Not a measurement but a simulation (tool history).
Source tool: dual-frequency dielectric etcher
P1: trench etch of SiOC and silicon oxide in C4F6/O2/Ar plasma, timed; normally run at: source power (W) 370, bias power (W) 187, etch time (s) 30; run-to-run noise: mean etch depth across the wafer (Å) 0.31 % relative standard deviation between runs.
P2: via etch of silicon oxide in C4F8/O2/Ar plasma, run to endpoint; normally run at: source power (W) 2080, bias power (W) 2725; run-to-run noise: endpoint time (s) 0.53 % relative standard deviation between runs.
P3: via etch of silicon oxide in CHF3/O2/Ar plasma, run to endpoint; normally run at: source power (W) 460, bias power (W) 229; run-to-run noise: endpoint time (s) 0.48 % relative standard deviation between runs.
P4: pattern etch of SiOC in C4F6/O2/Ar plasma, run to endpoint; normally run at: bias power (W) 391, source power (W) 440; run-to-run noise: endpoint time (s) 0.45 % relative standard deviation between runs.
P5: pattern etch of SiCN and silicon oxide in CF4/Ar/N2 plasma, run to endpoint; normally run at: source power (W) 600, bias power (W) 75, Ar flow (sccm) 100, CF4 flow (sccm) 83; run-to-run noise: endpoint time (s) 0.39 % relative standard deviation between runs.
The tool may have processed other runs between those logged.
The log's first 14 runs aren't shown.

| run | hour | process that ran | source power (W) | bias power (W) | etch time (s) | Ar flow (sccm) | CF4 flow (sccm) | mean etch depth across the wafer (Å) | endpoint time (s) |
|---|---|---|---|---|---|---|---|---|---|
| 15 | 59.4 | P1 | 370 | 187 | 30 |  |  | 590.67 |  |
| 16 | 62.1 | P2 | 2080 | 2725 |  |  |  |  | 370.25 |
| 17 | 66.5 | P1 | 370 | 187 | 19.5 |  |  | 381.2 |  |
| 18 | 70.5 | P1 | 370 | 187 | 30 |  |  | 586.76 |  |
| 19 | 73.3 | P1 | 370 | 127 | 30 |  |  | 523.43 |  |
| 20 | 76.1 | P1 | 370 | 187 | 30 |  |  | 586.98 |  |
| 21 | 78.7 | P3 | 460 | 148 |  |  |  |  | 310.33 |
| 22 | 83.4 | P1 | 500 | 187 | 30 |  |  | 662.55 |  |
| 23 | 88.4 | P1 | 240 | 187 | 30 |  |  | 498.57 |  |
| 24 | 91.3 | P5 | 600 | 75 |  | 140 | 83 |  | 14.286 |
| 25 | 93.7 | P2 | 2080 | 1774 |  |  |  |  | 418.48 |
| 26 | 97.3 | P1 | 370 | 259 | 30 |  |  | 659.14 |  |
| 27 | 102 | P4 | 440 | 529 |  |  |  |  | 12.23 |
| 28 | 105 | P4 | 440 | 391 |  |  |  |  | 13.681 |
| 29 | 107.3 | P3 | 460 | 229 |  |  |  |  | 267 |
| 30 | 111.3 | P3 | 270 | 229 |  |  |  |  | 324.09 |
| 31 | 114.2 | P5 | 480 | 75 |  | 100 | 83 |  | 16.454 |
| 32 | 116.4 | P1 | 370 | 187 | 30 |  |  | 586.98 |  |
| 33 | 120.9 | P1 | 370 | 187 | 30 |  |  | 591.63 |  |
| 34 | 125.2 | P1 | 370 | 187 | 30 |  |  | 597.2 |  |

Run 35 has not been measured yet. What should we expect?
| 35 | 127.5 | P1 | 370 | 187 | 30 |  |  | ? |  |

{"run 35": {"mean etch depth across the wafer (Å)": 597.83}}
